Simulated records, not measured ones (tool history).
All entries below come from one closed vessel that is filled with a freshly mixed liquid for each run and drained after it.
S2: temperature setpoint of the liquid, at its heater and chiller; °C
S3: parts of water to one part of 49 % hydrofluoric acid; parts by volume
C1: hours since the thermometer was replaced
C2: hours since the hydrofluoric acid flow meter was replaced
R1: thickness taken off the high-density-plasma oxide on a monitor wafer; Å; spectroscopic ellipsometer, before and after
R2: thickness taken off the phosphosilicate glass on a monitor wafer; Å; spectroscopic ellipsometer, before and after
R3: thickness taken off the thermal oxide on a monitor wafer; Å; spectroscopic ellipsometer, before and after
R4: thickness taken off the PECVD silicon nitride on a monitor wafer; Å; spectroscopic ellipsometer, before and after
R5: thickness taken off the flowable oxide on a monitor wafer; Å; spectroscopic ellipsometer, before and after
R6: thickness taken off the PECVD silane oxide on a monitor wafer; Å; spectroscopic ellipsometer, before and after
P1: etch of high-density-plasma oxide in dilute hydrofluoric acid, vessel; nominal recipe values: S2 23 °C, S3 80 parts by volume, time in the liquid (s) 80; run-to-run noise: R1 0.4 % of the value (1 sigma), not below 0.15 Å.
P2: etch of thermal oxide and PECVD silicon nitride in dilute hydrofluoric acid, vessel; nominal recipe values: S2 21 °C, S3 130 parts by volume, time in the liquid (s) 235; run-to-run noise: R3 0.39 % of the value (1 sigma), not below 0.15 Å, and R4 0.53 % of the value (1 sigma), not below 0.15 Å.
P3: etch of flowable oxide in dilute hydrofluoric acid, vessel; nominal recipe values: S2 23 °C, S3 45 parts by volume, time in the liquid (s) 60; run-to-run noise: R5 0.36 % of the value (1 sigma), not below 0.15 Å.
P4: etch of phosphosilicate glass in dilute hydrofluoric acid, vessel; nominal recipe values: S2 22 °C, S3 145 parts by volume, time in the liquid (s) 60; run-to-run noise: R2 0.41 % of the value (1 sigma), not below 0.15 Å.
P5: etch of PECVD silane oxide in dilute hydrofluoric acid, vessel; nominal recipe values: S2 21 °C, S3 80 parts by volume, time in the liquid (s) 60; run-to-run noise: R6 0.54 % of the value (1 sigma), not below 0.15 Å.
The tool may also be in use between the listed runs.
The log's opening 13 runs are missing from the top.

run 14 hour=102 | process_that_ran=P4 S2=17 S3=145 time_in_the_liquid_(s)=60 | C1=426.2 C2=1708.5 | R2=293.44
run 15 hour=107.6 | process_that_ran=P4 S2=22 S3=200 time_in_the_liquid_(s)=60 | C1=431.8 C2=1714.1 | R2=246.97
run 16 hour=115.4 | process_that_ran=P3 S2=27.5 S3=45 time_in_the_liquid_(s)=60 | C1=439.6 C2=1721.9 | R5=578.35
run 17 hour=123.2 | process_that_ran=P5 S2=21 S3=80 time_in_the_liquid_(s)=115 | C1=447.4 C2=1729.7 | R6=603.22
run 18 hour=129.5 | process_that_ran=P5 S2=25.5 S3=80 time_in_the_liquid_(s)=60 | C1=453.7 C2=1736 | R6=374.98
run 19 hour=134.3 | process_that_ran=P2 S2=21 S3=80 time_in_the_liquid_(s)=235 | C1=458.5 C2=1740.8 | R3=134.59 R4=133.08
run 20 hour=139.7 | process_that_ran=P3 S2=23 S3=45 time_in_the_liquid_(s)=60 | C1=463.9 C2=1746.2 | R5=481.55
run 21 hour=148.7 | process_that_ran=P2 S2=21 S3=130 time_in_the_liquid_(s)=425 | C1=472.9 C2=1755.2 | R3=140.97 R4=149.86
run 22 hour=155.9 | process_that_ran=P1 S2=23 S3=80 time_in_the_liquid_(s)=80 | C1=480.1 C2=1762.4 | R1=58.74
run 23 hour=164.6 | process_that_ran=P4 S2=22 S3=145 time_in_the_liquid_(s)=30 | C1=488.8 C2=1771.1 | R2=179.89
run 24 hour=173.1 | process_that_ran=P1 S2=23 S3=80 time_in_the_liquid_(s)=80 | C1=497.3 C2=1779.6 | R1=58.637
run 25 hour=182.8 | process_that_ran=P1 S2=23 S3=80 time_in_the_liquid_(s)=80 | C1=507 C2=1789.3 | R1=58.977

What does the tool deliver on the next run?
run 26 hour=188.8 | process_that_ran=P3 S2=23 S3=45 time_in_the_liquid_(s)=95 | C1=513 C2=1795.3 | R5=?

{"run 26": {"R5": 762.5}}

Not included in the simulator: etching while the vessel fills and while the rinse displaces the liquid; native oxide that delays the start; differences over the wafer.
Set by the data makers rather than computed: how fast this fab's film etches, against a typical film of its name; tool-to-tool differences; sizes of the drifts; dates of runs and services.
